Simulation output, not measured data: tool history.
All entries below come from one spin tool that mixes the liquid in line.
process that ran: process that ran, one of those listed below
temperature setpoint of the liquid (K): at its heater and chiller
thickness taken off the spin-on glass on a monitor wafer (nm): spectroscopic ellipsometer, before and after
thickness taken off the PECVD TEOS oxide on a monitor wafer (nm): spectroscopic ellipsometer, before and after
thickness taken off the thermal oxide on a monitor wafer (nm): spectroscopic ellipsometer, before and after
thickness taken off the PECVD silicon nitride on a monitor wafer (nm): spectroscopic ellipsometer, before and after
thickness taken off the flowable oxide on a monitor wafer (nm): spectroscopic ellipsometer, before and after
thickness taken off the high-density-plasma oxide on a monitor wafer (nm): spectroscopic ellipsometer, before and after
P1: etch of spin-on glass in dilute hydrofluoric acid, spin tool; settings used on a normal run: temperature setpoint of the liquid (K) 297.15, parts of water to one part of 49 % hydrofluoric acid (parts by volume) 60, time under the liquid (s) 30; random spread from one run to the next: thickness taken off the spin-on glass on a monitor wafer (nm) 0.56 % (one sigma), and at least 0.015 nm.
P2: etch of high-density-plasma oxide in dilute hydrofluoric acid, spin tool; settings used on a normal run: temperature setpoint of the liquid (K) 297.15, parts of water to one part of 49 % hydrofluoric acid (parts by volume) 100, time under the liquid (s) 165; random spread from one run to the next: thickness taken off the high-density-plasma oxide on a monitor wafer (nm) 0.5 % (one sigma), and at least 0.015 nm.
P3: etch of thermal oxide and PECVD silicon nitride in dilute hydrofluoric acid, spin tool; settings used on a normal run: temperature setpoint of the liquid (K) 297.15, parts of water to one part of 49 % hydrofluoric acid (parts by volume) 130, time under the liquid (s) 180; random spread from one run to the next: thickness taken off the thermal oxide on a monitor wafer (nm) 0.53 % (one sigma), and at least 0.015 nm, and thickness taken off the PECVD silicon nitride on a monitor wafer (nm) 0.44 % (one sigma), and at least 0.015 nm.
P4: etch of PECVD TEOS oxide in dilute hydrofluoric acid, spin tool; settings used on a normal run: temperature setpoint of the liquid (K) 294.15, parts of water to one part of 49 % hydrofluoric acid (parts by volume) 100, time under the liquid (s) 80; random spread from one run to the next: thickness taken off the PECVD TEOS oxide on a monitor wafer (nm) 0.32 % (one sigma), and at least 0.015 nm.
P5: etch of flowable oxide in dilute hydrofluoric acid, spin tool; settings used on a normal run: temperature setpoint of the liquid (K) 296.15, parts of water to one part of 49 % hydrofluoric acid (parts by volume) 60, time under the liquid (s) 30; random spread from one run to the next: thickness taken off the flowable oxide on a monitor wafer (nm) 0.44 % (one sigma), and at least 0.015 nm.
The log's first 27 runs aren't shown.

run,hour,process that ran,temperature setpoint of the liquid (K),parts of water to one part of 49 % hydrofluoric acid (parts by volume),time under the liquid (s),thickness taken off the spin-on glass on a monitor wafer (nm),thickness taken off the PECVD TEOS oxide on a monitor wafer (nm),thickness taken off the thermal oxide on a monitor wafer (nm),thickness taken off the PECVD silicon nitride on a monitor wafer (nm),thickness taken off the flowable oxide on a monitor wafer (nm),thickness taken off the high-density-plasma oxide on a monitor wafer (nm)
28,183.6,P1,297.15,100,60,32.552,,,,,
29,190.2,P1,297.15,60,30,28.565,,,,,
30,199.3,P2,297.15,30,165,,,,,,68.528
31,204.5,P2,292.15,100,165,,,,,,15.207
32,210.1,P1,297.15,60,30,28.933,,,,,
33,216.6,P1,297.15,60,30,27.709,,,,,
34,222.1,P1,297.15,60,30,27.337,,,,,
35,226.8,P1,297.15,60,30,27.194,,,,,
36,232.2,P1,297.15,60,30,26.943,,,,,
37,236.6,P1,297.15,60,30,26.826,,,,,
38,242.9,P1,297.15,60,30,26.768,,,,,
39,251.8,P1,297.15,60,30,26.744,,,,,
40,259.3,P1,297.15,60,30,26.476,,,,,

For run 41, what comes out?
41,269.0,P1,297.15,60,30,?,,,,,

{"run 41": {"thickness taken off the spin-on glass on a monitor wafer (nm)": 26.388}}
